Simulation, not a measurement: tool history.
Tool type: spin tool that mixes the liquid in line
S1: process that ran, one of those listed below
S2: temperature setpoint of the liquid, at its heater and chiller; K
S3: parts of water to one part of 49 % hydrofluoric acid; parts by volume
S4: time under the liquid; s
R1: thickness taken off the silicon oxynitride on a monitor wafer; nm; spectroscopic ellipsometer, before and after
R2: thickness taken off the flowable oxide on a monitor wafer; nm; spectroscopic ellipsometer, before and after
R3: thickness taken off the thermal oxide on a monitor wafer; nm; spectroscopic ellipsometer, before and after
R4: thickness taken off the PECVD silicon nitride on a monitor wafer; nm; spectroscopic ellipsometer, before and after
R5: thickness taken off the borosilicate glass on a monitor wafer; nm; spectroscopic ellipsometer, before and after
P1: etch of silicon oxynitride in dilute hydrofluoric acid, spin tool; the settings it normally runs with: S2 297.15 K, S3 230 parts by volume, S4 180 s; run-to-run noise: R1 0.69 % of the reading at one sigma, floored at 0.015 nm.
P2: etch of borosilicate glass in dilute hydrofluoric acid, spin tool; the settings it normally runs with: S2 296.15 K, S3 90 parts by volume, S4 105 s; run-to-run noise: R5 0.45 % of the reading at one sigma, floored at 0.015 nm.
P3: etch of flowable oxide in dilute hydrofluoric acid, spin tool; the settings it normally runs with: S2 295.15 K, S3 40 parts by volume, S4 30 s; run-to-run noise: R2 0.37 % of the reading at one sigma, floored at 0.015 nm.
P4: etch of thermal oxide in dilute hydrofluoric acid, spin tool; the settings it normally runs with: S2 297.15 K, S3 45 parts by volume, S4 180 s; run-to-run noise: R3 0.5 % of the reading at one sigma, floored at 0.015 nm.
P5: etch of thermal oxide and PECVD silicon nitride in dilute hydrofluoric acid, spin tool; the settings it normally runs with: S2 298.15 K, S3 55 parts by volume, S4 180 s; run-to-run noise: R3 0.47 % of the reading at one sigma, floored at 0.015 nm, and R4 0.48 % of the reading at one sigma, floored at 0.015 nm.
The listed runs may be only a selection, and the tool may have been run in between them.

Run 1, day 0.438: S1 P1, S2 297.15 K, S3 230 parts by volume, S4 180 s. Result: R1 3.326 nm.
Run 2, day 0.767: S1 P1, S2 297.15 K, S3 230 parts by volume, S4 350 s. Result: R1 6.4944 nm.
Run 3, day 1.054: S1 P3, S2 290.15 K, S3 40 parts by volume, S4 30 s. Result: R2 19.225 nm.
Run 4, day 1.412: S1 P5, S2 298.15 K, S3 55 parts by volume, S4 180 s. Result: R3 18.368 nm, R4 18.007 nm.
Run 5, day 1.633: S1 P1, S2 290.15 K, S3 230 parts by volume, S4 180 s. Result: R1 2.4088 nm.
Run 6, day 1.871: S1 P3, S2 295.15 K, S3 40 parts by volume, S4 15 s. Result: R2 11.937 nm.
Run 7, day 2.158: S1 P1, S2 293.15 K, S3 315 parts by volume, S4 180 s. Result: R1 1.9515 nm.
Run 8, day 2.538: S1 P1, S2 302.65 K, S3 230 parts by volume, S4 90 s. Result: R1 2.0868 nm.
Run 9, day 3.025: S1 P1, S2 297.15 K, S3 335 parts by volume, S4 180 s. Result: R1 2.1086 nm.
Run 10, day 3.371: S1 P2, S2 290.15 K, S3 90 parts by volume, S4 105 s. Result: R5 18.389 nm.
Run 11, day 3.617: S1 P1, S2 301.65 K, S3 230 parts by volume, S4 180 s. Result: R1 4.0193 nm.
Run 12, day 3.879: S1 P1, S2 297.15 K, S3 230 parts by volume, S4 180 s. Result: R1 3.3367 nm.
Run 13, day 4.096: S1 P1, S2 297.15 K, S3 230 parts by volume, S4 25 s. Result: R1 0.47179 nm.
Run 14, day 4.312: S1 P1, S2 297.15 K, S3 230 parts by volume, S4 180 s. Result: R1 3.307 nm.
Run 15, day 4.583: S1 P1, S2 297.15 K, S3 135 parts by volume, S4 180 s. Result: R1 6.0301 nm.
Run 16, day 5.025: S1 P4, S2 305.15 K, S3 45 parts by volume, S4 180 s. Result: R3 29.34 nm.
Run 17, day 5.246: S1 P5, S2 298.15 K, S3 55 parts by volume, S4 360 s. Result: R3 36.627 nm, R4 35.94 nm.
Run 18, day 5.521: S1 P4, S2 297.15 K, S3 45 parts by volume, S4 180 s. Result: R3 21.178 nm.
Run 19, day 5.883: S1 P3, S2 295.15 K, S3 55 parts by volume, S4 30 s. Result: R2 17.052 nm.
Run 20, day 6.192: S1 P2, S2 296.15 K, S3 90 parts by volume, S4 15 s. Result: R5 3.3663 nm.
Run 21, day 6.642: S1 P3, S2 295.15 K, S3 40 parts by volume, S4 30 s. Result: R2 23.919 nm.
Run 22, day 6.867: S1 P4, S2 297.15 K, S3 45 parts by volume, S4 285 s. Result: R3 33.698 nm.
Run 23, day 7.1: S1 P2, S2 296.15 K, S3 40 parts by volume, S4 105 s. Result: R5 56.696 nm.
Run 24, day 7.396: S1 P5, S2 305.65 K, S3 55 parts by volume, S4 180 s. Result: R3 24.611 nm, R4 29.347 nm.
Run 25, day 7.817: S1 P2, S2 296.15 K, S3 90 parts by volume, S4 105 s. Result: R5 23.564 nm.
Run 26, day 8.3: S1 P5, S2 298.15 K, S3 20 parts by volume, S4 180 s. Result: R3 52.795 nm, R4 47.513 nm.
Run 27, day 8.758: S1 P1, S2 297.15 K, S3 230 parts by volume, S4 180 s. Result: R1 3.259 nm.
Run 28, day 9.121: S1 P2, S2 296.15 K, S3 90 parts by volume, S4 105 s. Result: R5 23.646 nm.
Run 29, day 9.558: S1 P4, S2 297.15 K, S3 20 parts by volume, S4 180 s. Result: R3 49.449 nm.
Run 30, day 9.808: S1 P1, S2 297.15 K, S3 230 parts by volume, S4 180 s. Result: R1 3.3139 nm.
Run 31, day 10.138: S1 P1, S2 297.15 K, S3 230 parts by volume, S4 180 s. Result: R1 3.1985 nm.
Run 32, day 10.588: S1 P1, S2 297.15 K, S3 230 parts by volume, S4 180 s. Result: R1 3.2291 nm.
Run 33, day 10.942: S1 P1, S2 297.15 K, S3 230 parts by volume, S4 180 s. Result: R1 3.1404 nm.
Run 34, day 11.292: S1 P1, S2 297.15 K, S3 230 parts by volume, S4 180 s. Result: R1 3.1484 nm.
Run 35, day 11.733: S1 P1, S2 297.15 K, S3 230 parts by volume, S4 180 s. Result: R1 3.0767 nm.
Run 36, day 12.1: S1 P1, S2 297.15 K, S3 230 parts by volume, S4 180 s. Result: R1 3.0887 nm.
Run 37, day 12.408: S1 P1, S2 297.15 K, S3 230 parts by volume, S4 180 s. Result: R1 3.0642 nm.
Run 38, day 12.683: S1 P1, S2 297.15 K, S3 230 parts by volume, S4 180 s. Result: R1 3.0858 nm.
Run 39, day 12.979: S1 P1, S2 297.15 K, S3 230 parts by volume, S4 180 s. Result: R1 3.1042 nm.
Run 40, day 13.429: S1 P1, S2 297.15 K, S3 230 parts by volume, S4 180 s. Result: R1 3.0683 nm.

P1 has crept away from where it was. The log is fitted equally well by each of these 2 causes, at the sizes shown:
A: liquid colder than its thermometer reads (K) = 1.68
B: hydrofluoric acid flow below the setpoint (%) = 6.14
At approximately day 9.808, the process output began to creep.

Which of the 4 check runs listed below separates the causes, so that each cause would produce a clearly different result? Each run uses one wafer, and its results are marked with question marks.
Run check 1, day 13.879: S1 P3, S2 290.15 K, S3 40 parts by volume, S4 15 s. Result: R2 ?.
Run check 2, day 13.879: S1 P2, S2 296.15 K, S3 45 parts by volume, S4 60 s. Result: R5 ?.
Run check 3, day 13.879: S1 P5, S2 302.65 K, S3 55 parts by volume, S4 280 s. Result: R3 ?, R4 ?.
Run check 4, day 13.879: S1 P4, S2 300.65 K, S3 20 parts by volume, S4 180 s. Result: R3 ?.

Predicted outcomes, by check and by cause:
  check  result    if A    if B
check 1      R2  8.9221  8.9904
check 2      R5  26.671   26.76
check 3      R3  32.072  31.993
check 3      R4  33.613  35.205
check 4      R3  53.401  53.625
Distance between the nearest two causes, measured in the result of the check that separates them most: check 1 0.76 %; check 2 0.33 %; check 3 4.63 %; check 4 0.42 %
The causes can be told apart only by check 3. The other checks would give nearly the same results under each of them.

Then check 3 was run and gave: R3 31.934 nm; R4 33.85 nm. Which cause is it?

It is A: liquid colder than its thermometer reads (K).
